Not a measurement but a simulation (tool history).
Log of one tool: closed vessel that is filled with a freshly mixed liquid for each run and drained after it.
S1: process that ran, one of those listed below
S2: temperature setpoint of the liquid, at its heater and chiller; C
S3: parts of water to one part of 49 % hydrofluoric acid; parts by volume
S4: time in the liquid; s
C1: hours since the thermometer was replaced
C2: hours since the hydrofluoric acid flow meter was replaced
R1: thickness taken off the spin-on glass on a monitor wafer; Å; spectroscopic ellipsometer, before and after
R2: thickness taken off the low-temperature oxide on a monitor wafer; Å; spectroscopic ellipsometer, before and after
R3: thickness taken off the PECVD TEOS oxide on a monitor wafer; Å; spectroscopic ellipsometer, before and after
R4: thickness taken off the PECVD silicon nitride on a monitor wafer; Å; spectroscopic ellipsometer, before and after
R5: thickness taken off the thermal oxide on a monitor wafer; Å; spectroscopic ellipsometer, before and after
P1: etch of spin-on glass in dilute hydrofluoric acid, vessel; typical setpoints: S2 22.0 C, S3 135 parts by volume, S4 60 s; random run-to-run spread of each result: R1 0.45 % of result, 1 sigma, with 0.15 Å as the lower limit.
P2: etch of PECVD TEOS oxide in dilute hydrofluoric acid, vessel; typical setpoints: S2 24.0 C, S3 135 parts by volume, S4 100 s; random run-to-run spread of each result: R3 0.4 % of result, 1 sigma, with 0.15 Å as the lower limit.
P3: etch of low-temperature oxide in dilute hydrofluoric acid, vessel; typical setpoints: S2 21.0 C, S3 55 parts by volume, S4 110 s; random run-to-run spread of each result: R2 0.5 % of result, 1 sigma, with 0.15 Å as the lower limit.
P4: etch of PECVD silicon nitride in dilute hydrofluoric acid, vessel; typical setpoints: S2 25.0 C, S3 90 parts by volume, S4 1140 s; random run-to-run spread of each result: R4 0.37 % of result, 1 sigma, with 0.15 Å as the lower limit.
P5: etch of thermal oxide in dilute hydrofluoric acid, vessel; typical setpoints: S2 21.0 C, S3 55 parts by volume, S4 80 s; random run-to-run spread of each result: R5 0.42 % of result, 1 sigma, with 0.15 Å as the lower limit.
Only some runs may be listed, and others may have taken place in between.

| run | hour | S1 | S2 | S3 | S4 | C1 | C2 | R1 | R2 | R3 | R4 | R5 |
|---|---|---|---|---|---|---|---|---|---|---|---|---|
| 1 | 12.3 | P1 | 22.0 | 135 | 60 | 534.2 | 143.4 | 129.210 |  |  |  |  |
| 2 | 22.0 | P3 | 29.5 | 55 | 110 | 543.9 | 153.1 |  | 419.05 |  |  |  |
| 3 | 35.8 | P1 | 22.0 | 135 | 105 | 557.7 | 166.9 | 224.520 |  |  |  |  |
| 4 | 49.5 | P1 | 29.5 | 135 | 60 | 571.4 | 180.6 | 171.680 |  |  |  |  |
| 5 | 63.2 | P3 | 21.0 | 55 | 30 | 585.1 | 194.3 |  | 80.65 |  |  |  |
| 6 | 76.3 | P2 | 24.0 | 70 | 100 | 598.2 | 207.4 |  |  | 128.330 |  |  |
| 7 | 88.6 | P1 | 22.0 | 135 | 60 | 610.5 | 219.7 | 128.530 |  |  |  |  |
| 8 | 95.3 | P2 | 24.0 | 135 | 100 | 617.2 | 226.4 |  |  | 61.230 |  |  |
| 9 | 105.9 | P1 | 22.0 | 135 | 60 | 627.8 | 237.0 | 129.710 |  |  |  |  |
| 10 | 117.3 | P1 | 22.0 | 135 | 30 | 639.2 | 248.4 | 64.534 |  |  |  |  |
| 11 | 127.4 | P1 | 22.0 | 235 | 60 | 649.3 | 258.5 | 67.200 |  |  |  |  |
| 12 | 137.5 | P1 | 17.0 | 220 | 60 | 659.4 | 268.6 | 60.384 |  |  |  |  |
| 13 | 152.1 | P4 | 25.0 | 90 | 1140 | 674.0 | 283.2 |  |  |  | 314.29 |  |
| 14 | 166.9 | P2 | 17.0 | 135 | 100 | 688.8 | 298.0 |  |  | 45.951 |  |  |
| 15 | 173.8 | P5 | 21.0 | 55 | 145 | 695.7 | 304.9 |  |  |  |  | 114.870 |
| 16 | 188.9 | P1 | 17.0 | 135 | 60 | 710.8 | 320.0 | 105.800 |  |  |  |  |
| 17 | 202.9 | P1 | 22.0 | 135 | 60 | 724.8 | 334.0 | 128.420 |  |  |  |  |
| 18 | 209.8 | P1 | 22.0 | 135 | 60 | 731.7 | 340.9 | 129.440 |  |  |  |  |
| 19 | 223.6 | P3 | 21.0 | 55 | 110 | 745.5 | 354.7 |  | 295.80 |  |  |  |
| 20 | 230.6 | P1 | 22.0 | 135 | 60 | 752.5 | 361.7 | 129.230 |  |  |  |  |
| 21 | 244.6 | P4 | 25.0 | 90 | 1880 | 766.5 | 375.7 |  |  |  | 516.18 |  |
| 22 | 253.7 | P1 | 22.0 | 135 | 60 | 775.6 | 384.8 | 128.860 |  |  |  |  |
| 23 | 260.5 | P3 | 21.0 | 55 | 110 | 782.4 | 391.6 |  | 291.08 |  |  |  |
| 24 | 270.3 | P2 | 24.0 | 135 | 185 | 792.2 | 401.4 |  |  | 113.350 |  |  |
| 25 | 277.2 | P1 | 22.0 | 45 | 95 | 799.1 | 408.3 | 688.680 |  |  |  |  |
| 26 | 289.7 | P5 | 21.0 | 55 | 80 | 811.6 | 420.8 |  |  |  |  | 63.908 |
| 27 | 298.7 | P1 | 28.5 | 205 | 60 | 820.6 | 429.8 | 100.280 |  |  |  |  |
| 28 | 313.3 | P4 | 30.0 | 90 | 1140 | 835.2 | 444.4 |  |  |  | 433.32 |  |
| 29 | 323.5 | P2 | 24.0 | 135 | 100 | 845.4 | 454.6 |  |  | 60.435 |  |  |
| 30 | 330.9 | P4 | 25.0 | 90 | 1140 | 852.8 | 462.0 |  |  |  | 312.48 |  |
|  | 331.2 | hydrofluoric acid flow meter replaced |
| 31 | 341.0 | P5 | 21.0 | 100 | 80 | 862.9 | 9.8 |  |  |  |  | 33.298 |
| 32 | 349.3 | P3 | 21.0 | 80 | 110 | 871.2 | 18.1 |  | 196.72 |  |  |  |
| 33 | 356.6 | P4 | 25.0 | 25 | 1140 | 878.5 | 25.4 |  |  |  | 1091.50 |  |
| 34 | 367.7 | P1 | 22.0 | 20 | 60 | 889.6 | 36.5 | 992.470 |  |  |  |  |
| 35 | 379.0 | P5 | 25.0 | 55 | 80 | 900.9 | 47.8 |  |  |  |  | 75.265 |
| 36 | 390.2 | P1 | 22.0 | 135 | 60 | 912.1 | 59.0 | 129.130 |  |  |  |  |
| 37 | 402.5 | P1 | 22.0 | 135 | 60 | 924.4 | 71.3 | 125.000 |  |  |  |  |
| 38 | 413.5 | P1 | 22.0 | 135 | 60 | 935.4 | 82.3 | 123.940 |  |  |  |  |
| 39 | 426.1 | P1 | 22.0 | 135 | 60 | 948.0 | 94.9 | 123.880 |  |  |  |  |
| 40 | 435.2 | P1 | 22.0 | 135 | 60 | 957.1 | 104.0 | 122.530 |  |  |  |  |
| 41 | 446.7 | P1 | 22.0 | 135 | 60 | 968.6 | 115.5 | 121.310 |  |  |  |  |
| 42 | 455.8 | P1 | 22.0 | 135 | 60 | 977.7 | 124.6 | 122.250 |  |  |  |  |

The next listed run, before its measurement:
| 43 | 469.9 | P1 | 22.0 | 135 | 60 | 991.8 | 138.7 | ? |  |  |  |  |

{"run 43": {"R1": 121.28}}

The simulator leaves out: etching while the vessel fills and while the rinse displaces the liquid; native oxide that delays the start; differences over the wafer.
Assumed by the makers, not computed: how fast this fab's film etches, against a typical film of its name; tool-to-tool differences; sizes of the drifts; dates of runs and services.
